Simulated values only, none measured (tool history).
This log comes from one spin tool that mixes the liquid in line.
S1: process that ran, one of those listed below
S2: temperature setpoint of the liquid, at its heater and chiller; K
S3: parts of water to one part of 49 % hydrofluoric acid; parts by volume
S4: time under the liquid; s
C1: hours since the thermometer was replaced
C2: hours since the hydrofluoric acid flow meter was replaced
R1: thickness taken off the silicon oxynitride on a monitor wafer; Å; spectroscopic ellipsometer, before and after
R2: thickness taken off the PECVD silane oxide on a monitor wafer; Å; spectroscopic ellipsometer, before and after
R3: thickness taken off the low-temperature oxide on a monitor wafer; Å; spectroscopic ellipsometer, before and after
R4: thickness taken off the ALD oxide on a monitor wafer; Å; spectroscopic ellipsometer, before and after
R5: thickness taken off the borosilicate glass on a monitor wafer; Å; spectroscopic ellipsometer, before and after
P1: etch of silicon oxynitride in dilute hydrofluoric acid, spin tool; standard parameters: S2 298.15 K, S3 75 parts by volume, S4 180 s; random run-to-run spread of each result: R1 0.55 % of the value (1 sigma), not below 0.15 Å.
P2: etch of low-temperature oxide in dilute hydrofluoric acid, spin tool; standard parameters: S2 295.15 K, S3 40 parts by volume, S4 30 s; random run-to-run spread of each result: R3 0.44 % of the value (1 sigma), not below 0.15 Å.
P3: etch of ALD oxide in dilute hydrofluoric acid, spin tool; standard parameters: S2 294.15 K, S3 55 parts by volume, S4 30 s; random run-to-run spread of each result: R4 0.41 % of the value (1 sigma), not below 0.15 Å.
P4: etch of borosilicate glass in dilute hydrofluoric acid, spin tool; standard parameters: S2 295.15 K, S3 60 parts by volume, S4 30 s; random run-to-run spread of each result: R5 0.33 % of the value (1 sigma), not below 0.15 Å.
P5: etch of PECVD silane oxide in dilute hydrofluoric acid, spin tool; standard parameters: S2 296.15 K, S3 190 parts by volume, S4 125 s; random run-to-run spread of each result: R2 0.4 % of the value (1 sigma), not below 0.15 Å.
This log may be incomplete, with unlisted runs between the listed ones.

{"run": 1, "hour": 6.8, "S1": "P1", "S2": 298.15, "S3": 75, "S4": 180, "C1": 182.1, "C2": 277.6, "R1": 72.872}
{"run": 2, "hour": 12.6, "S1": "P1", "S2": 305.15, "S3": 75, "S4": 180, "C1": 187.9, "C2": 283.4, "R1": 100.86}
{"run": 3, "hour": 18.7, "S1": "P5", "S2": 302.65, "S3": 190, "S4": 125, "C1": 194, "C2": 289.5, "R2": 185.71}
{"run": 4, "hour": 23.0, "S1": "P1", "S2": 304.15, "S3": 75, "S4": 30, "C1": 198.3, "C2": 293.8, "R1": 15.911}
{"run": 5, "hour": 28.7, "S1": "P1", "S2": 298.15, "S3": 75, "S4": 305, "C1": 204, "C2": 299.5, "R1": 122.25}
{"run": 6, "hour": 35.5, "S1": "P5", "S2": 296.15, "S3": 190, "S4": 125, "C1": 210.8, "C2": 306.3, "R2": 145.67}
{"run": 7, "hour": 40.3, "S1": "P2", "S2": 290.15, "S3": 40, "S4": 30, "C1": 215.6, "C2": 311.1, "R3": 124.55}
{"run": 8, "hour": 43.4, "S1": "P1", "S2": 298.15, "S3": 120, "S4": 180, "C1": 218.7, "C2": 314.2, "R1": 43.131}
{"run": 9, "hour": 48.3, "S1": "P1", "S2": 298.15, "S3": 75, "S4": 20, "C1": 223.6, "C2": 319.1, "R1": 8.248}
{"run": 10, "hour": 54.7, "S1": "P1", "S2": 298.15, "S3": 75, "S4": 180, "C1": 230, "C2": 325.5, "R1": 72.534}
{"hour": 57.3, "done": "thermometer replaced"}
{"run": 11, "hour": 59.4, "S1": "P1", "S2": 292.15, "S3": 75, "S4": 180, "C1": 2.1, "C2": 330.2, "R1": 53.514}
{"run": 12, "hour": 63.1, "S1": "P3", "S2": 294.15, "S3": 20, "S4": 30, "C1": 5.8, "C2": 333.9, "R4": 385.84}
{"run": 13, "hour": 66.5, "S1": "P3", "S2": 299.15, "S3": 55, "S4": 30, "C1": 9.2, "C2": 337.3, "R4": 164.71}
{"run": 14, "hour": 71.2, "S1": "P4", "S2": 295.15, "S3": 60, "S4": 30, "C1": 13.9, "C2": 342, "R5": 178.08}
{"run": 15, "hour": 75.5, "S1": "P4", "S2": 295.15, "S3": 60, "S4": 60, "C1": 18.2, "C2": 346.3, "R5": 355.09}
{"run": 16, "hour": 80.1, "S1": "P5", "S2": 296.15, "S3": 190, "S4": 125, "C1": 22.8, "C2": 350.9, "R2": 146.77}
{"run": 17, "hour": 85.4, "S1": "P2", "S2": 295.15, "S3": 20, "S4": 30, "C1": 28.1, "C2": 356.2, "R3": 314.55}
{"run": 18, "hour": 89.8, "S1": "P1", "S2": 298.15, "S3": 35, "S4": 180, "C1": 32.5, "C2": 360.6, "R1": 160.95}
{"run": 19, "hour": 96.6, "S1": "P2", "S2": 295.15, "S3": 40, "S4": 30, "C1": 39.3, "C2": 367.4, "R3": 153.29}
{"run": 20, "hour": 102.4, "S1": "P5", "S2": 296.15, "S3": 190, "S4": 50, "C1": 45.1, "C2": 373.2, "R2": 58.856}
{"run": 21, "hour": 108.2, "S1": "P3", "S2": 294.15, "S3": 55, "S4": 30, "C1": 50.9, "C2": 379, "R4": 134.23}
{"run": 22, "hour": 114.0, "S1": "P1", "S2": 298.15, "S3": 75, "S4": 180, "C1": 56.7, "C2": 384.8, "R1": 72.265}
{"run": 23, "hour": 118.3, "S1": "P2", "S2": 295.15, "S3": 40, "S4": 15, "C1": 61, "C2": 389.1, "R3": 77.166}
{"run": 24, "hour": 123.5, "S1": "P4", "S2": 295.15, "S3": 60, "S4": 30, "C1": 66.2, "C2": 394.3, "R5": 178.15}
{"run": 25, "hour": 130.6, "S1": "P5", "S2": 296.15, "S3": 90, "S4": 125, "C1": 73.3, "C2": 401.4, "R2": 346.38}
{"run": 26, "hour": 136.0, "S1": "P1", "S2": 298.15, "S3": 110, "S4": 295, "C1": 78.7, "C2": 406.8, "R1": 78.379}
{"run": 27, "hour": 141.6, "S1": "P4", "S2": 290.15, "S3": 60, "S4": 30, "C1": 84.3, "C2": 412.4, "R5": 144.46}

The next listed run, before its measurement:
{"run": 28, "hour": 146.2, "S1": "P4", "S2": 295.15, "S3": 35, "S4": 30, "C1": 88.9, "C2": 417, "R5": "?"}

{"run 28": {"R5": 314.08}}

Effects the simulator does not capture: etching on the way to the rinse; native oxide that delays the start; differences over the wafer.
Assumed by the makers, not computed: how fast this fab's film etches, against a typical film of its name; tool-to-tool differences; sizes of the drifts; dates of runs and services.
